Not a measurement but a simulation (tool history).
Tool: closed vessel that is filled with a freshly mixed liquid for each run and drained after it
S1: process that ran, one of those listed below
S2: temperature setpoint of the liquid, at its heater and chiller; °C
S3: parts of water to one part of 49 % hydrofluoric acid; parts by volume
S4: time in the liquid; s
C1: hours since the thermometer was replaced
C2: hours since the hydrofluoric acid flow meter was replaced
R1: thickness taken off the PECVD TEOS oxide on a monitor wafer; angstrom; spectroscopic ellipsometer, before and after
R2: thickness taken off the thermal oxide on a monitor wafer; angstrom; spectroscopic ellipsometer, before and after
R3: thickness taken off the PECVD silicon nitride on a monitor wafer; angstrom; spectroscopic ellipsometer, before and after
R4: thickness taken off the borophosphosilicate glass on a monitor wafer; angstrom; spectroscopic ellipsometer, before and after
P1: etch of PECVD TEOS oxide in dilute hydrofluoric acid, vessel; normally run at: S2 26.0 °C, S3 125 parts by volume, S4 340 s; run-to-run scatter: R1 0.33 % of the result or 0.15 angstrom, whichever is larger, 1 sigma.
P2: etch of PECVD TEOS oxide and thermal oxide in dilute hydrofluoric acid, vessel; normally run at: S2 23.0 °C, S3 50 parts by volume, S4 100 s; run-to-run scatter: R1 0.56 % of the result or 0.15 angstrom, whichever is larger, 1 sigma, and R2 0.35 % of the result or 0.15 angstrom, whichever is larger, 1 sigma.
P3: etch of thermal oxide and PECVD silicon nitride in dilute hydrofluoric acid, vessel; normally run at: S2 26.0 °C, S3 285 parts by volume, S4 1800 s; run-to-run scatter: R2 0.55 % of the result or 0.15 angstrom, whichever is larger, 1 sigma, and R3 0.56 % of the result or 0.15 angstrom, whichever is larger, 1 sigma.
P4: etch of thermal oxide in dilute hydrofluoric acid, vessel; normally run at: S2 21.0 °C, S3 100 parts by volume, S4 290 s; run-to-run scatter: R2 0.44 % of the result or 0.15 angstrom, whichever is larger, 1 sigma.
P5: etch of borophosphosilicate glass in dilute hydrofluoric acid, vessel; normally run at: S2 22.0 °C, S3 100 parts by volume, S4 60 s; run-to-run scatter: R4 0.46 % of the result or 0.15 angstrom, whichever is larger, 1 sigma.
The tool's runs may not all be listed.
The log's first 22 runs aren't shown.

| run | hour | S1 | S2 | S3 | S4 | C1 | C2 | R1 | R2 | R3 | R4 |
|---|---|---|---|---|---|---|---|---|---|---|---|
| 23 | 80.8 | P5 | 22.0 | 20 | 60 | 699.7 | 649.9 |  |  |  | 2218.50 |
| 24 | 83.3 | P3 | 26.0 | 285 | 395 | 702.2 | 652.4 |  | 58.887 | 60.273 |  |
| 25 | 86.0 | P5 | 30.0 | 100 | 60 | 704.9 | 655.1 |  |  |  | 547.64 |
| 26 | 91.2 | P4 | 21.0 | 170 | 290 | 710.1 | 660.3 |  | 64.249 |  |  |
| 27 | 95.8 | P1 | 32.0 | 75 | 340 | 714.7 | 664.9 | 715.61 |  |  |  |
| 28 | 98.7 | P4 | 17.0 | 100 | 290 | 717.6 | 667.8 |  | 100.390 |  |  |
| 29 | 101.8 | P5 | 22.0 | 100 | 60 | 720.7 | 670.9 |  |  |  | 398.77 |
| 30 | 104.2 | P4 | 21.0 | 100 | 455 | 723.1 | 673.3 |  | 186.360 |  |  |
| 31 | 106.9 | P1 | 26.0 | 125 | 340 | 725.8 | 676.0 | 319.16 |  |  |  |
| 32 | 111.9 | P1 | 26.0 | 125 | 90 | 730.8 | 681.0 | 83.88 |  |  |  |
| 33 | 115.3 | P1 | 26.0 | 125 | 340 | 734.2 | 684.4 | 319.08 |  |  |  |
| 34 | 118.1 | P1 | 26.0 | 125 | 340 | 737.0 | 687.2 | 319.06 |  |  |  |

Forecast run 35:
| 35 | 122.1 | P1 | 26.0 | 125 | 340 | 741.0 | 691.2 | ? |  |  |  |

R1: 310.64 angstrom
